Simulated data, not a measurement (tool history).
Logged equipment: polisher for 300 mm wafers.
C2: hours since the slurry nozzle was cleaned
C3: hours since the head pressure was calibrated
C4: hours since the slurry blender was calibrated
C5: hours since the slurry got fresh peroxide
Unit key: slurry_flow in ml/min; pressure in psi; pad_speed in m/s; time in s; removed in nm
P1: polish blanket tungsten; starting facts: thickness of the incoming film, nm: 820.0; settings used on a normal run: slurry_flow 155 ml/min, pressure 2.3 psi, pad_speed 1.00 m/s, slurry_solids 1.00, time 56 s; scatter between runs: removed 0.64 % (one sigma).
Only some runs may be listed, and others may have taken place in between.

{"run": 1, "hour": 16.1, "slurry_flow": 155, "pressure": 2.3, "pad_speed": 1.0, "slurry_solids": 1.0, "time": 56, "wafers polished on this pad": 792, "C2": 390.9, "C3": 190.0, "C4": 54.2, "C5": 45.6, "removed": 164.53}
{"run": 2, "hour": 31.0, "slurry_flow": 155, "pressure": 2.3, "pad_speed": 1.0, "slurry_solids": 1.0, "time": 73, "wafers polished on this pad": 1008, "C2": 405.8, "C3": 204.9, "C4": 69.1, "C5": 60.5, "removed": 215.16}
{"run": 3, "hour": 41.3, "slurry_flow": 155, "pressure": 2.3, "pad_speed": 1.0, "slurry_solids": 1.3, "time": 56, "wafers polished on this pad": 1157, "C2": 416.1, "C3": 215.2, "C4": 79.4, "C5": 70.8, "removed": 177.24}
{"run": 4, "hour": 52.0, "slurry_flow": 95, "pressure": 2.3, "pad_speed": 1.0, "slurry_solids": 1.0, "time": 56, "wafers polished on this pad": 1312, "C2": 426.8, "C3": 225.9, "C4": 90.1, "C5": 81.5, "removed": 148.0}
{"run": 5, "hour": 61.1, "slurry_flow": 155, "pressure": 2.3, "pad_speed": 1.0, "slurry_solids": 1.0, "time": 56, "wafers polished on this pad": 1443, "C2": 435.9, "C3": 235.0, "C4": 99.2, "C5": 90.6, "removed": 165.63}
{"run": 6, "hour": 70.7, "slurry_flow": 155, "pressure": 1.7, "pad_speed": 1.0, "slurry_solids": 1.0, "time": 56, "wafers polished on this pad": 1582, "C2": 445.5, "C3": 244.6, "C4": 108.8, "C5": 100.2, "removed": 121.23}
{"run": 7, "hour": 83.9, "slurry_flow": 155, "pressure": 2.3, "pad_speed": 1.0, "slurry_solids": 1.0, "time": 56, "wafers polished on this pad": 1773, "C2": 458.7, "C3": 257.8, "C4": 122.0, "C5": 113.4, "removed": 166.7}
{"hour": 85.5, "done": "head pressure recalibrated"}
{"run": 8, "hour": 96.8, "slurry_flow": 155, "pressure": 3.4, "pad_speed": 0.56, "slurry_solids": 1.0, "time": 56, "wafers polished on this pad": 1960, "C2": 471.6, "C3": 11.4, "C4": 134.9, "C5": 126.3, "removed": 136.08}
{"run": 9, "hour": 111.5, "slurry_flow": 155, "pressure": 2.3, "pad_speed": 1.4, "slurry_solids": 1.0, "time": 56, "wafers polished on this pad": 2173, "C2": 486.3, "C3": 26.1, "C4": 149.6, "C5": 141.0, "removed": 229.56}
{"run": 10, "hour": 129.5, "slurry_flow": 155, "pressure": 2.3, "pad_speed": 1.0, "slurry_solids": 0.55, "time": 56, "wafers polished on this pad": 2433, "C2": 504.3, "C3": 44.1, "C4": 167.6, "C5": 159.0, "removed": 142.93}
{"run": 11, "hour": 140.8, "slurry_flow": 155, "pressure": 1.7, "pad_speed": 1.0, "slurry_solids": 1.0, "time": 79, "wafers polished on this pad": 2597, "C2": 515.6, "C3": 55.4, "C4": 178.9, "C5": 170.3, "removed": 172.79}
{"hour": 146.0, "done": "slurry blender recalibrated"}
{"run": 12, "hour": 155.0, "slurry_flow": 245, "pressure": 2.3, "pad_speed": 1.0, "slurry_solids": 1.0, "time": 56, "wafers polished on this pad": 2802, "C2": 529.8, "C3": 69.6, "C4": 9.1, "C5": 184.5, "removed": 175.54}
{"run": 13, "hour": 165.7, "slurry_flow": 155, "pressure": 2.3, "pad_speed": 1.0, "slurry_solids": 1.0, "time": 41, "wafers polished on this pad": 2957, "C2": 540.5, "C3": 80.3, "C4": 19.8, "C5": 195.2, "removed": 120.54}
{"run": 14, "hour": 179.0, "slurry_flow": 155, "pressure": 3.3, "pad_speed": 1.0, "slurry_solids": 1.0, "time": 56, "wafers polished on this pad": 3149, "C2": 553.8, "C3": 93.6, "C4": 33.1, "C5": 208.5, "removed": 235.2}
{"run": 15, "hour": 197.6, "slurry_flow": 155, "pressure": 2.3, "pad_speed": 1.0, "slurry_solids": 1.0, "time": 56, "wafers polished on this pad": 3419, "C2": 572.4, "C3": 112.2, "C4": 51.7, "C5": 227.1, "removed": 163.05}
{"run": 16, "hour": 216.0, "slurry_flow": 155, "pressure": 2.3, "pad_speed": 1.0, "slurry_solids": 1.0, "time": 56, "wafers polished on this pad": 3685, "C2": 590.8, "C3": 130.6, "C4": 70.1, "C5": 245.5, "removed": 166.31}
{"run": 17, "hour": 225.1, "slurry_flow": 155, "pressure": 2.3, "pad_speed": 0.48, "slurry_solids": 1.0, "time": 56, "wafers polished on this pad": 3816, "C2": 599.9, "C3": 139.7, "C4": 79.2, "C5": 254.6, "removed": 78.683}
{"run": 18, "hour": 238.2, "slurry_flow": 155, "pressure": 1.8, "pad_speed": 1.0, "slurry_solids": 1.45, "time": 56, "wafers polished on this pad": 4006, "C2": 613.0, "C3": 152.8, "C4": 92.3, "C5": 267.7, "removed": 140.58}
{"run": 19, "hour": 255.4, "slurry_flow": 155, "pressure": 2.3, "pad_speed": 1.0, "slurry_solids": 1.0, "time": 56, "wafers polished on this pad": 4255, "C2": 630.2, "C3": 170.0, "C4": 109.5, "C5": 284.9, "removed": 164.5}
{"run": 20, "hour": 273.7, "slurry_flow": 155, "pressure": 2.3, "pad_speed": 1.0, "slurry_solids": 1.0, "time": 56, "wafers polished on this pad": 4520, "C2": 648.5, "C3": 188.3, "C4": 127.8, "C5": 303.2, "removed": 165.89}
{"run": 21, "hour": 286.9, "slurry_flow": 155, "pressure": 2.3, "pad_speed": 1.0, "slurry_solids": 1.0, "time": 56, "wafers polished on this pad": 4711, "C2": 661.7, "C3": 201.5, "C4": 141.0, "C5": 316.4, "removed": 159.21}
{"run": 22, "hour": 301.2, "slurry_flow": 155, "pressure": 2.3, "pad_speed": 1.0, "slurry_solids": 1.0, "time": 56, "wafers polished on this pad": 4918, "C2": 676.0, "C3": 215.8, "C4": 155.3, "C5": 330.7, "removed": 157.7}
{"run": 23, "hour": 314.0, "slurry_flow": 155, "pressure": 2.3, "pad_speed": 1.0, "slurry_solids": 1.0, "time": 56, "wafers polished on this pad": 5103, "C2": 688.8, "C3": 228.6, "C4": 168.1, "C5": 343.5, "removed": 154.54}
{"hour": 315.1, "done": "head pressure recalibrated"}
{"hour": 319.8, "done": "slurry tank refilled with fresh slurry and peroxide"}
{"run": 24, "hour": 328.6, "slurry_flow": 155, "pressure": 2.3, "pad_speed": 1.0, "slurry_solids": 1.0, "time": 56, "wafers polished on this pad": 5314, "C2": 703.4, "C3": 13.5, "C4": 182.7, "C5": 8.9, "removed": 154.45}
{"hour": 329.9, "done": "worn pad replaced by a new one"}
{"run": 25, "hour": 341.2, "slurry_flow": 155, "pressure": 2.3, "pad_speed": 1.0, "slurry_solids": 1.0, "time": 56, "wafers polished on this pad": 163, "C2": 716.0, "C3": 26.1, "C4": 195.3, "C5": 21.5, "removed": 154.98}
{"run": 26, "hour": 358.7, "slurry_flow": 155, "pressure": 2.3, "pad_speed": 1.0, "slurry_solids": 1.0, "time": 56, "wafers polished on this pad": 417, "C2": 733.5, "C3": 43.6, "C4": 212.8, "C5": 39.0, "removed": 152.14}
{"run": 27, "hour": 367.0, "slurry_flow": 155, "pressure": 2.3, "pad_speed": 1.0, "slurry_solids": 1.0, "time": 56, "wafers polished on this pad": 537, "C2": 741.8, "C3": 51.9, "C4": 221.1, "C5": 47.3, "removed": 152.28}

The output of P1 has drifted from where it used to be. Each of the 2 causes below, taken at the size shown beside it, accounts for the log equally well:
A: abrasive missing from the slurry, % = 28.5
B: slurry flow missing at the pad, % = 32
Creep in the process output first set in at about hour 273.7.
All other causes, with the reason each is excluded:
removal rate lost through wear of the pad, %: serviced at hour 329.9, which brought nothing back
head's pressure below its setpoint, %: serviced at hour 315.1, which brought nothing back
peroxide lost from the slurry, %: serviced at hour 319.8, which brought nothing back

The 4 check runs listed below each average the results of 2 wafers, and their outcomes are marked with question marks. Under which run would the listed causes produce clearly different results?
{"run": "check 1", "hour": 375.3, "slurry_flow": 95, "pressure": 2.3, "pad_speed": 1.0, "slurry_solids": 1.0, "time": 56, "removed": "?"}
{"run": "check 2", "hour": 375.3, "slurry_flow": 155, "pressure": 2.3, "pad_speed": 1.0, "slurry_solids": 0.7, "time": 56, "removed": "?"}
{"run": "check 3", "hour": 375.3, "slurry_flow": 155, "pressure": 2.3, "pad_speed": 1.0, "slurry_solids": 0.7, "time": 68, "removed": "?"}
{"run": "check 4", "hour": 375.3, "slurry_flow": 155, "pressure": 1.7, "pad_speed": 1.0, "slurry_solids": 0.8, "time": 56, "removed": "?"}

Outcome of each check run for each possible cause:
check=check_1 result=removed if_A=137.350 if_B=131.730
check=check_2 result=removed if_A=140.670 if_B=140.290
check=check_3 result=removed if_A=170.820 if_B=170.350
check=check_4 result=removed if_A=107.100 if_B=106.920
Smallest distance between any two causes, each pair judged by its most separating result, in per cent: check 1 4.18 %; check 2 0.27 %; check 3 0.27 %; check 4 0.17 %
Check 1 is the one run that separates the causes; every other check would come out nearly the same whichever cause is at work.

After running check 1, the following was obtained: removed 138.360 nm. Which cause does this point to?

The correct cause is A, namely: abrasive missing from the slurry, %.
